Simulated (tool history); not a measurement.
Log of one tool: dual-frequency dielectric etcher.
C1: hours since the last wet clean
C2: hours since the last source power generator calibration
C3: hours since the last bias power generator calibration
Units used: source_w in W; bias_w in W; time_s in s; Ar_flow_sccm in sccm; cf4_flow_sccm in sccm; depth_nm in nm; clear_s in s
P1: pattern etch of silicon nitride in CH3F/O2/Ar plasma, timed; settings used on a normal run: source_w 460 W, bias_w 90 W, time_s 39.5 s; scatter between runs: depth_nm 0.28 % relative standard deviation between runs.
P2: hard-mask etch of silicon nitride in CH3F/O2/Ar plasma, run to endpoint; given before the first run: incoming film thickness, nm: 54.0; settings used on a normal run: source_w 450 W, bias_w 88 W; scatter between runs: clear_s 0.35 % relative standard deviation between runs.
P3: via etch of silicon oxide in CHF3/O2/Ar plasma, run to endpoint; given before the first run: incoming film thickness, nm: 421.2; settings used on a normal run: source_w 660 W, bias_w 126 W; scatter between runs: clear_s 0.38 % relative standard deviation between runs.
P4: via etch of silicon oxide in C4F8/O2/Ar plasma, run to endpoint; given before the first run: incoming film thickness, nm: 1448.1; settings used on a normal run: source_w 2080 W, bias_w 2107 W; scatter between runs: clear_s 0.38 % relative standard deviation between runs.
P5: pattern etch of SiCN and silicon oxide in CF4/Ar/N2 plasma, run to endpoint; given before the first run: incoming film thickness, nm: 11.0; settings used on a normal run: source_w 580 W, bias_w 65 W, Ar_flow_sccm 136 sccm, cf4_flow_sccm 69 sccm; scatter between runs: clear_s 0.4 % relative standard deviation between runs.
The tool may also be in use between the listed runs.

{"run": 1, "day": 0.371, "process": "P1", "source_w": 460, "bias_w": 90, "time_s": 39.5, "C1": 125.8, "C2": 1379.0, "C3": 913.2, "depth_nm": 32.531}
{"run": 2, "day": 0.721, "process": "P5", "source_w": 580, "bias_w": 65, "Ar_flow_sccm": 136, "cf4_flow_sccm": 69, "C1": 134.2, "C2": 1387.4, "C3": 921.6, "clear_s": 11.448}
{"run": 3, "day": 1.221, "process": "P3", "source_w": 660, "bias_w": 126, "C1": 146.2, "C2": 1399.4, "C3": 933.6, "clear_s": 226.91}
{"run": 4, "day": 1.596, "process": "P2", "source_w": 450, "bias_w": 62, "C1": 155.2, "C2": 1408.4, "C3": 942.6, "clear_s": 78.522}
{"run": 5, "day": 2.104, "process": "P2", "source_w": 450, "bias_w": 88, "C1": 167.4, "C2": 1420.6, "C3": 954.8, "clear_s": 69.505}
{"run": 6, "day": 2.362, "process": "P1", "source_w": 260, "bias_w": 90, "time_s": 39.5, "C1": 173.6, "C2": 1426.8, "C3": 961.0, "depth_nm": 26.273}
{"run": 7, "day": 2.654, "process": "P1", "source_w": 460, "bias_w": 90, "time_s": 39.5, "C1": 180.6, "C2": 1433.8, "C3": 968.0, "depth_nm": 32.388}
{"run": 8, "day": 3.221, "process": "P4", "source_w": 1230, "bias_w": 2107, "C1": 194.2, "C2": 1447.4, "C3": 981.6, "clear_s": 331.38}
{"run": 9, "day": 3.5, "process": "P1", "source_w": 460, "bias_w": 59, "time_s": 22.5, "C1": 200.9, "C2": 1454.1, "C3": 988.3, "depth_nm": 16.054}
{"run": 10, "day": 3.946, "process": "P5", "source_w": 580, "bias_w": 65, "Ar_flow_sccm": 136, "cf4_flow_sccm": 98, "C1": 211.6, "C2": 1464.8, "C3": 999.0, "clear_s": 10.794}
{"run": 11, "day": 4.492, "process": "P5", "source_w": 580, "bias_w": 82, "Ar_flow_sccm": 136, "cf4_flow_sccm": 69, "C1": 224.7, "C2": 1477.9, "C3": 1012.1, "clear_s": 10.559}
{"run": 12, "day": 4.742, "process": "P1", "source_w": 460, "bias_w": 90, "time_s": 39.5, "C1": 230.7, "C2": 1483.9, "C3": 1018.1, "depth_nm": 32.525}
{"run": 13, "day": 5.233, "process": "P5", "source_w": 720, "bias_w": 65, "Ar_flow_sccm": 136, "cf4_flow_sccm": 69, "C1": 242.5, "C2": 1495.7, "C3": 1029.9, "clear_s": 9.4105}
{"run": 14, "day": 5.65, "process": "P5", "source_w": 580, "bias_w": 65, "Ar_flow_sccm": 79, "cf4_flow_sccm": 69, "C1": 252.5, "C2": 1505.7, "C3": 1039.9, "clear_s": 10.414}
{"run": 15, "day": 6.125, "process": "P1", "source_w": 460, "bias_w": 90, "time_s": 26.0, "C1": 263.9, "C2": 1517.1, "C3": 1051.3, "depth_nm": 21.268}
{"run": 16, "day": 6.488, "process": "P1", "source_w": 460, "bias_w": 55, "time_s": 39.5, "C1": 272.6, "C2": 1525.8, "C3": 1060.0, "depth_nm": 27.593}
{"run": 17, "day": 6.821, "process": "P2", "source_w": 300, "bias_w": 88, "C1": 280.6, "C2": 1533.8, "C3": 1068.0, "clear_s": 80.881}
{"run": 18, "day": 7.15, "process": "P4", "source_w": 2080, "bias_w": 1598, "C1": 288.5, "C2": 1541.7, "C3": 1075.9, "clear_s": 291.86}
{"run": 19, "day": 7.542, "process": "P1", "source_w": 460, "bias_w": 76, "time_s": 51.5, "C1": 297.9, "C2": 1551.1, "C3": 1085.3, "depth_nm": 40.166}
{"run": 20, "day": 8.096, "process": "P1", "source_w": 460, "bias_w": 90, "time_s": 39.5, "C1": 311.2, "C2": 1564.4, "C3": 1098.6, "depth_nm": 32.597}
{"run": 21, "day": 8.404, "process": "P4", "source_w": 2080, "bias_w": 2107, "C1": 318.6, "C2": 1571.8, "C3": 1106.0, "clear_s": 268.59}
{"run": 22, "day": 8.917, "process": "P1", "source_w": 560, "bias_w": 90, "time_s": 39.5, "C1": 330.9, "C2": 1584.1, "C3": 1118.3, "depth_nm": 34.853}
{"run": 23, "day": 9.167, "process": "P1", "source_w": 460, "bias_w": 90, "time_s": 39.5, "C1": 336.9, "C2": 1590.1, "C3": 1124.3, "depth_nm": 32.429}
{"run": 24, "day": 9.733, "process": "P3", "source_w": 660, "bias_w": 96, "C1": 350.5, "C2": 1603.7, "C3": 1137.9, "clear_s": 244.68}
{"day": 9.95, "done": "bias power generator calibrated"}
{"run": 25, "day": 9.983, "process": "P1", "source_w": 460, "bias_w": 90, "time_s": 52.0, "C1": 356.5, "C2": 1609.7, "C3": 0.8, "depth_nm": 42.957}
{"run": 26, "day": 10.233, "process": "P1", "source_w": 370, "bias_w": 116, "time_s": 39.5, "C1": 362.5, "C2": 1615.7, "C3": 6.8, "depth_nm": 32.931}
{"day": 10.479, "done": "source power generator calibrated"}
{"run": 27, "day": 10.592, "process": "P1", "source_w": 460, "bias_w": 90, "time_s": 39.5, "C1": 371.1, "C2": 2.8, "C3": 15.4, "depth_nm": 32.573}
{"run": 28, "day": 10.842, "process": "P1", "source_w": 460, "bias_w": 109, "time_s": 39.5, "C1": 377.1, "C2": 8.8, "C3": 21.4, "depth_nm": 34.942}
{"run": 29, "day": 11.342, "process": "P3", "source_w": 790, "bias_w": 126, "C1": 389.1, "C2": 20.8, "C3": 33.4, "clear_s": 210.89}
{"run": 30, "day": 11.871, "process": "P1", "source_w": 460, "bias_w": 90, "time_s": 39.5, "C1": 401.8, "C2": 33.5, "C3": 46.1, "depth_nm": 32.67}
{"run": 31, "day": 12.438, "process": "P1", "source_w": 460, "bias_w": 90, "time_s": 39.5, "C1": 415.4, "C2": 47.1, "C3": 59.7, "depth_nm": 32.71}
{"run": 32, "day": 12.8, "process": "P1", "source_w": 460, "bias_w": 90, "time_s": 39.5, "C1": 424.1, "C2": 55.8, "C3": 68.4, "depth_nm": 32.818}
{"run": 33, "day": 13.275, "process": "P1", "source_w": 460, "bias_w": 90, "time_s": 39.5, "C1": 435.5, "C2": 67.2, "C3": 79.8, "depth_nm": 32.844}
{"run": 34, "day": 13.821, "process": "P1", "source_w": 460, "bias_w": 90, "time_s": 39.5, "C1": 448.6, "C2": 80.3, "C3": 92.9, "depth_nm": 32.889}
{"run": 35, "day": 14.25, "process": "P1", "source_w": 460, "bias_w": 90, "time_s": 39.5, "C1": 458.9, "C2": 90.6, "C3": 103.2, "depth_nm": 33.007}
{"run": 36, "day": 14.696, "process": "P1", "source_w": 460, "bias_w": 90, "time_s": 39.5, "C1": 469.6, "C2": 101.3, "C3": 113.9, "depth_nm": 32.824}
{"day": 15.058, "done": "wet clean of the chamber"}
{"run": 37, "day": 15.083, "process": "P1", "source_w": 460, "bias_w": 90, "time_s": 39.5, "C1": 0.7, "C2": 110.6, "C3": 123.2, "depth_nm": 33.028}
{"run": 38, "day": 15.467, "process": "P1", "source_w": 460, "bias_w": 90, "time_s": 39.5, "C1": 9.9, "C2": 119.8, "C3": 132.4, "depth_nm": 32.901}
{"run": 39, "day": 15.746, "process": "P1", "source_w": 460, "bias_w": 90, "time_s": 39.5, "C1": 16.6, "C2": 126.5, "C3": 139.1, "depth_nm": 32.903}
{"run": 40, "day": 16.017, "process": "P1", "source_w": 460, "bias_w": 90, "time_s": 39.5, "C1": 23.1, "C2": 133.0, "C3": 145.6, "depth_nm": 33.031}
{"run": 41, "day": 16.371, "process": "P1", "source_w": 460, "bias_w": 90, "time_s": 39.5, "C1": 31.6, "C2": 141.5, "C3": 154.1, "depth_nm": 32.987}

Compared with where it was, what P1 gives has crept away. Each cause listed below fits the log as well as the rest, at the size given for it:
A: source power that arrives over what is set, % = 3.79
B: bias power that arrives over what is set, % = 3.99
The onset of the drift is placed at about day 11.871.
Ruled out, with reasons:
chamber walls in a state that raises the etch rate, %: was serviced at day 15.058, once the creep was under way, yet the earlier output never came back

Which of the 4 check runs listed below, each an average over 2 wafers with its results shown as question marks, gives clearly different results under the different listed causes?
{"run": "check 1", "day": 16.725, "process": "P2", "source_w": 350, "bias_w": 68, "clear_s": "?"}
{"run": "check 2", "day": 16.725, "process": "P5", "source_w": 580, "bias_w": 65, "Ar_flow_sccm": 98, "cf4_flow_sccm": 85, "clear_s": "?"}
{"run": "check 3", "day": 16.725, "process": "P3", "source_w": 770, "bias_w": 99, "clear_s": "?"}
{"run": "check 4", "day": 16.725, "process": "P4", "source_w": 1250, "bias_w": 1651, "clear_s": "?"}

What every check run would give for each of its results, assuming each possible cause in turn:
check=check_1 result=clear_s if_A=82.7730 if_B=82.8310
check=check_2 result=clear_s if_A=10.1260 if_B=10.3400
check=check_3 result=clear_s if_A=225.1400 if_B=225.9600
check=check_4 result=clear_s if_A=348.9900 if_B=350.2900
Smallest distance between any two causes, each pair judged by its most separating result, in per cent: check 1 0.07 %; check 2 2.09 %; check 3 0.36 %; check 4 0.37 %
The other checks would show nearly matching results whichever cause is true, so check 2 is the only one that separates the causes.

After running check 2, the following was obtained: clear_s 10.1660 s. Which cause does this point to?

It was cause A: source power that arrives over what is set, %.

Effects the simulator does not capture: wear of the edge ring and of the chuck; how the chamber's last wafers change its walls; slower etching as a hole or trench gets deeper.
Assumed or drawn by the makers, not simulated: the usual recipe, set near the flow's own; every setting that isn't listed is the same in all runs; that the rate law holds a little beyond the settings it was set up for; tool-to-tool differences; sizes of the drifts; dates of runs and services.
